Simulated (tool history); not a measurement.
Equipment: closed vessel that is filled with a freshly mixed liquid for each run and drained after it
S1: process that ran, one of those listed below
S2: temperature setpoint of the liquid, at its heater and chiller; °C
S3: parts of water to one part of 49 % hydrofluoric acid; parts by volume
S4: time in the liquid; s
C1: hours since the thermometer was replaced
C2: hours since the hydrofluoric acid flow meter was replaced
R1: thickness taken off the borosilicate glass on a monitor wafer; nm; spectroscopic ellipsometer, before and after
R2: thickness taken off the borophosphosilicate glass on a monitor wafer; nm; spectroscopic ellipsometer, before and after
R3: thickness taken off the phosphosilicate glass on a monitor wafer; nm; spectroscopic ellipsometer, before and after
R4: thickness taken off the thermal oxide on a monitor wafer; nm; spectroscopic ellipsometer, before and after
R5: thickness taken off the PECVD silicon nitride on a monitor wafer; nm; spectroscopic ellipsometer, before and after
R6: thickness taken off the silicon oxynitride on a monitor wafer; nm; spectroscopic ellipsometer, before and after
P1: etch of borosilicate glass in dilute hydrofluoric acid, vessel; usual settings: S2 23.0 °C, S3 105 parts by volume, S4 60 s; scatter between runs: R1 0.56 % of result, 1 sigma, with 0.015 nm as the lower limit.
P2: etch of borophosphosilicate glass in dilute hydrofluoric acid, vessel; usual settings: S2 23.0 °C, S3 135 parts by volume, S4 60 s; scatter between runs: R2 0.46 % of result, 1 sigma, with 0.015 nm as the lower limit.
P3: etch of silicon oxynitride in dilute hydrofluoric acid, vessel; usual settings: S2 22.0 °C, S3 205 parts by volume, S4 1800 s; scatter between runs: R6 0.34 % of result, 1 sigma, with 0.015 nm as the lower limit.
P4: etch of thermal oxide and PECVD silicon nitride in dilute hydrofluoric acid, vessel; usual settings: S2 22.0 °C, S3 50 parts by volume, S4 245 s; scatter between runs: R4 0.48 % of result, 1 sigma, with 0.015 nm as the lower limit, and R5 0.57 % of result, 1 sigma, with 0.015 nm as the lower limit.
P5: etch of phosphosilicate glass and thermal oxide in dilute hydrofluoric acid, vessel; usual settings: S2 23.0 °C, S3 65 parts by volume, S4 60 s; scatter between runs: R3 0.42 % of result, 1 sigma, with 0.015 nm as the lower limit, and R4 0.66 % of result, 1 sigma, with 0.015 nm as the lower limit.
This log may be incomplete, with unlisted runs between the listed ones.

run,hour,S1,S2,S3,S4,C1,C2,R1,R2,R3,R4,R5,R6
1,8.6,P1,23.0,105,60,1479.6,366.0,26.3250,,,,,
2,15.8,P1,17.0,65,60,1486.8,373.2,35.0240,,,,,
3,23.1,P1,23.0,105,60,1494.1,380.5,26.5140,,,,,
4,30.4,P2,23.0,135,60,1501.4,387.8,,23.065,,,,
5,35.1,P1,23.0,175,30,1506.1,392.5,7.4312,,,,,
6,40.3,P1,23.0,105,60,1511.3,397.7,26.6810,,,,,
7,49.1,P1,23.0,105,30,1520.1,406.5,13.3270,,,,,
8,59.5,P5,23.0,110,60,1530.5,416.9,,,48.670,2.4696,,
9,69.6,P5,23.0,65,60,1540.6,427.0,,,86.938,4.3394,,
10,78.2,P1,23.0,150,60,1549.2,435.6,17.6360,,,,,
11,83.2,P1,23.0,105,60,1554.2,440.6,26.5700,,,,,
12,91.4,P1,17.0,105,30,1562.4,448.8,10.4180,,,,,
13,101.3,P1,29.0,105,60,1572.3,458.7,33.4240,,,,,
14,108.5,P1,17.0,105,60,1579.5,465.9,20.5440,,,,,
15,117.2,P4,22.0,50,245,1588.2,474.6,,,,22.2750,14.2830,
16,124.0,P3,22.0,205,1800,1595.0,481.4,,,,,,15.147
17,134.1,P4,25.5,50,245,1605.1,491.5,,,,25.8400,17.9450,
18,142.6,P2,23.0,135,30,1613.6,500.0,,11.480,,,,
19,150.8,P2,29.5,135,60,1621.8,508.2,,29.695,,,,
20,158.4,P1,23.0,105,90,1629.4,515.8,39.6730,,,,,
21,165.3,P4,22.0,50,245,1636.3,522.7,,,,22.2910,14.2990,
22,172.0,P4,22.0,50,35,1643.0,529.4,,,,3.1906,2.0208,
23,181.0,P1,23.0,50,60,1652.0,538.4,59.4440,,,,,
24,188.2,P3,22.0,205,2675,1659.2,545.6,,,,,,22.593
25,194.3,P3,28.5,205,1800,1665.3,551.7,,,,,,20.196
26,204.2,P5,30.0,65,60,1675.2,561.6,,,113.960,5.7234,,
27,213.5,P2,23.0,25,60,1684.5,570.9,,143.070,,,,
28,221.8,P3,22.0,85,1800,1692.8,579.2,,,,,,39.899
29,230.7,P4,22.0,85,245,1701.7,588.1,,,,12.5030,8.4432,
30,237.6,P5,23.0,65,30,1708.6,595.0,,,43.202,2.1617,,
31,247.5,P1,23.0,105,60,1718.5,604.9,26.2190,,,,,
32,253.3,P1,23.0,105,60,1724.3,610.7,25.8150,,,,,
33,262.9,P1,23.0,105,60,1733.9,620.3,25.5530,,,,,
34,270.8,P1,23.0,105,60,1741.8,628.2,25.4110,,,,,
35,277.4,P1,23.0,105,60,1748.4,634.8,25.1560,,,,,
36,286.7,P1,23.0,105,60,1757.7,644.1,25.0730,,,,,
37,291.8,P1,23.0,105,60,1762.8,649.2,24.8290,,,,,
38,301.3,P1,23.0,105,60,1772.3,658.7,25.2960,,,,,
39,310.9,P1,23.0,105,60,1781.9,668.3,25.0220,,,,,
40,318.9,P1,23.0,105,60,1789.9,676.3,24.8280,,,,,
41,325.2,P1,23.0,105,60,1796.2,682.6,25.1500,,,,,

P1 has crept away from where it was. The log is fitted equally well by each of these 2 causes, at the sizes shown:
A: hydrofluoric acid flow below the setpoint (%) = 5.39
B: liquid colder than its thermometer reads (K) = 1.56
The gradual shift began around hour 247.5.

Each of the 4 check runs below uses one wafer; its results are left as question marks. Which run tells the causes apart?
check 1,331.5,P4,22.0,50,245,,,,,,?,?,
check 2,331.5,P2,23.0,135,60,,,,?,,,,
check 3,331.5,P5,23.0,65,60,,,,,?,?,,
check 4,331.5,P3,22.0,205,1800,,,,,,,,?

Expected result of each check under each candidate cause:
check,result,if A,if B
check 1,R4,20.9930,20.8550
check 1,R5,13.4970,12.7960
check 2,R2,21.597,21.658
check 3,R3,81.445,81.091
check 3,R4,4.1062,4.0884
check 4,R6,14.210,14.098
Minimum pairwise separation of causes per check, each pair taken at its best-separating result: check 1 5.33 %; check 2 0.28 %; check 3 0.44 %; check 4 0.79 %
Only check 1 tells the causes apart: in the others they would give nearly the same result.

With check 1 done, the readings were: R4 20.8890 nm; R5 12.9690 nm. Identify which of the listed causes applies.

Of the candidate causes, it is B: liquid colder than its thermometer reads (K).
